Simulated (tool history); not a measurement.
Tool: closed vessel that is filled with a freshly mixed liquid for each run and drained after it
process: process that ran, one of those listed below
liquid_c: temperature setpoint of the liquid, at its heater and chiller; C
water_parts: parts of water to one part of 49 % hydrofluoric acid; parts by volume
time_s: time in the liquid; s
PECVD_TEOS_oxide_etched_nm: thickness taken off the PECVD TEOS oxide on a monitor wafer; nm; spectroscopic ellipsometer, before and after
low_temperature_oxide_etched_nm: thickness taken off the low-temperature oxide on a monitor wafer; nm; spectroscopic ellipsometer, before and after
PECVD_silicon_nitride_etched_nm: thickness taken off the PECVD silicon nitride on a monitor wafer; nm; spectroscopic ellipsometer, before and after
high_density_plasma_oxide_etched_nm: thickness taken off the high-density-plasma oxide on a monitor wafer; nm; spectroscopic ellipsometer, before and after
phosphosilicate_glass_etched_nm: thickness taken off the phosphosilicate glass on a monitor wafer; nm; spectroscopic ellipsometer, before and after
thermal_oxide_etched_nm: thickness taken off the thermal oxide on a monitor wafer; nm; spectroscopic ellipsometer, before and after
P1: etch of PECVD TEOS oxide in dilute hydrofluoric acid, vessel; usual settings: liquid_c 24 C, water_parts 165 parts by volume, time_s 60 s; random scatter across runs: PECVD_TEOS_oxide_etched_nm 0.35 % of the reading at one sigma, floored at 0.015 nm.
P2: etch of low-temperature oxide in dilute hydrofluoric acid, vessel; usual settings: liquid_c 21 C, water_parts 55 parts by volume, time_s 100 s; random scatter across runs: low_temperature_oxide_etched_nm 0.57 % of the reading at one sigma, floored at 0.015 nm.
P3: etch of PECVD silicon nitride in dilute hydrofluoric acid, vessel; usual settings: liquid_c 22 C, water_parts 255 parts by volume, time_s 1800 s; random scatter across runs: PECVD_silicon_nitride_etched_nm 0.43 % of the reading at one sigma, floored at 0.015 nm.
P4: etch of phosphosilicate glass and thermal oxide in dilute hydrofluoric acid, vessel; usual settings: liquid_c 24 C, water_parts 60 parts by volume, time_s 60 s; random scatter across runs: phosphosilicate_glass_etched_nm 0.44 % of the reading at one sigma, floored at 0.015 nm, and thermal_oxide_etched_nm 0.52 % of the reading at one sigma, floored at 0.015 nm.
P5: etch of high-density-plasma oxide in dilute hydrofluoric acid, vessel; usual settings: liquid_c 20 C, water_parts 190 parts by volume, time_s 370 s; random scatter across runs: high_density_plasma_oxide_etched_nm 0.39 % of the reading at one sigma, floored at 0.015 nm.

| run | hour | process | liquid_c | water_parts | time_s | hours since the thermometer was replaced | hours since the hydrofluoric acid flow meter was replaced | PECVD_TEOS_oxide_etched_nm | low_temperature_oxide_etched_nm | PECVD_silicon_nitride_etched_nm | high_density_plasma_oxide_etched_nm | phosphosilicate_glass_etched_nm | thermal_oxide_etched_nm |
|---|---|---|---|---|---|---|---|---|---|---|---|---|---|
| 1 | 3.8 | P1 | 24 | 165 | 60 | 586.1 | 417 | 7.9855 |  |  |  |  |  |
| 2 | 8.3 | P1 | 17 | 165 | 60 | 590.6 | 421.5 | 6.1175 |  |  |  |  |  |
| 3 | 11 | P1 | 24 | 70 | 60 | 593.3 | 424.2 | 21.273 |  |  |  |  |  |
| 4 | 15.2 | P2 | 21 | 55 | 100 | 597.5 | 428.4 |  | 45.327 |  |  |  |  |
| 5 | 19.8 | P3 | 22 | 255 | 500 | 602.1 | 433 |  |  | 4.8117 |  |  |  |
| 6 | 24.3 | P5 | 20 | 190 | 730 | 606.6 | 437.5 |  |  |  | 21.607 |  |  |
| 7 | 28.4 | P1 | 24 | 165 | 60 | 610.7 | 441.6 | 8.099 |  |  |  |  |  |
| 8 | 32.7 | P4 | 24 | 30 | 60 | 615 | 445.9 |  |  |  |  | 360.91 | 10.491 |
| 9 | 37 | P2 | 17 | 55 | 100 | 619.3 | 450.2 |  | 38.353 |  |  |  |  |
| 10 | 41.7 | P5 | 20 | 115 | 370 | 624 | 454.9 |  |  |  | 19.495 |  |  |
| 11 | 45.4 | P1 | 24 | 165 | 60 | 627.7 | 458.6 | 8.078 |  |  |  |  |  |
| 12 | 47.5 | P3 | 22 | 255 | 1800 | 629.8 | 460.7 |  |  | 17.199 |  |  |  |
| 13 | 52.2 | P1 | 24 | 165 | 30 | 634.5 | 465.4 | 4.0853 |  |  |  |  |  |
| 14 | 56.7 | P2 | 21 | 20 | 100 | 639 | 469.9 |  | 130.25 |  |  |  |  |
| 15 | 60.9 | P4 | 24 | 60 | 95 | 643.2 | 474.1 |  |  |  |  | 273.51 | 7.9721 |
| 16 | 64.7 | P1 | 24 | 55 | 90 | 647 | 477.9 | 41.351 |  |  |  |  |  |
| 17 | 68.5 | P1 | 18.5 | 70 | 60 | 650.8 | 481.7 | 17.013 |  |  |  |  |  |
| 18 | 72.3 | P3 | 22 | 50 | 1800 | 654.6 | 485.5 |  |  | 85.407 |  |  |  |
| 19 | 76.4 | P5 | 20 | 190 | 370 | 658.7 | 489.6 |  |  |  | 10.86 |  |  |
| 20 | 80 | P3 | 22 | 255 | 1800 | 662.3 | 493.2 |  |  | 17.455 |  |  |  |
| 21 | 84.2 | P1 | 24 | 165 | 110 | 666.5 | 497.4 | 14.738 |  |  |  |  |  |
| 22 | 88.4 | P1 | 24 | 275 | 60 | 670.7 | 501.6 | 4.2971 |  |  |  |  |  |
| 23 | 92.5 | P1 | 24 | 165 | 60 | 674.8 | 505.7 | 8.0315 |  |  |  |  |  |
| 24 | 95 | P5 | 26 | 190 | 370 | 677.3 | 508.2 |  |  |  | 13.631 |  |  |
| 25 | 97.2 | P1 | 29.5 | 165 | 60 | 679.5 | 510.4 | 9.9069 |  |  |  |  |  |
| 26 | 100.2 | P3 | 28.5 | 255 | 1800 | 682.5 | 513.4 |  |  | 25.78 |  |  |  |
| 27 | 104.9 | P2 | 21 | 55 | 30 | 687.2 | 518.1 |  | 13.459 |  |  |  |  |
| 28 | 107.6 | P4 | 17.5 | 60 | 60 | 689.9 | 520.8 |  |  |  |  | 131.39 | 3.8375 |
| 29 | 111.7 | P1 | 24 | 165 | 60 | 694 | 524.9 | 8.041 |  |  |  |  |  |
| 30 | 115.6 | P4 | 24 | 60 | 60 | 697.9 | 528.8 |  |  |  |  | 173.16 | 5.0445 |
| 31 | 120.1 | P1 | 24 | 165 | 60 | 702.4 | 533.3 | 8.0731 |  |  |  |  |  |
| 32 | 123.2 | P1 | 24 | 165 | 60 | 705.5 | 536.4 | 7.8524 |  |  |  |  |  |

What does the tool deliver on the next run?
| 33 | 127.8 | P1 | 24 | 165 | 60 | 710.1 | 541 | ? |  |  |  |  |  |

Logged for run 33: PECVD_TEOS_oxide_etched_nm 7.6992 nm.
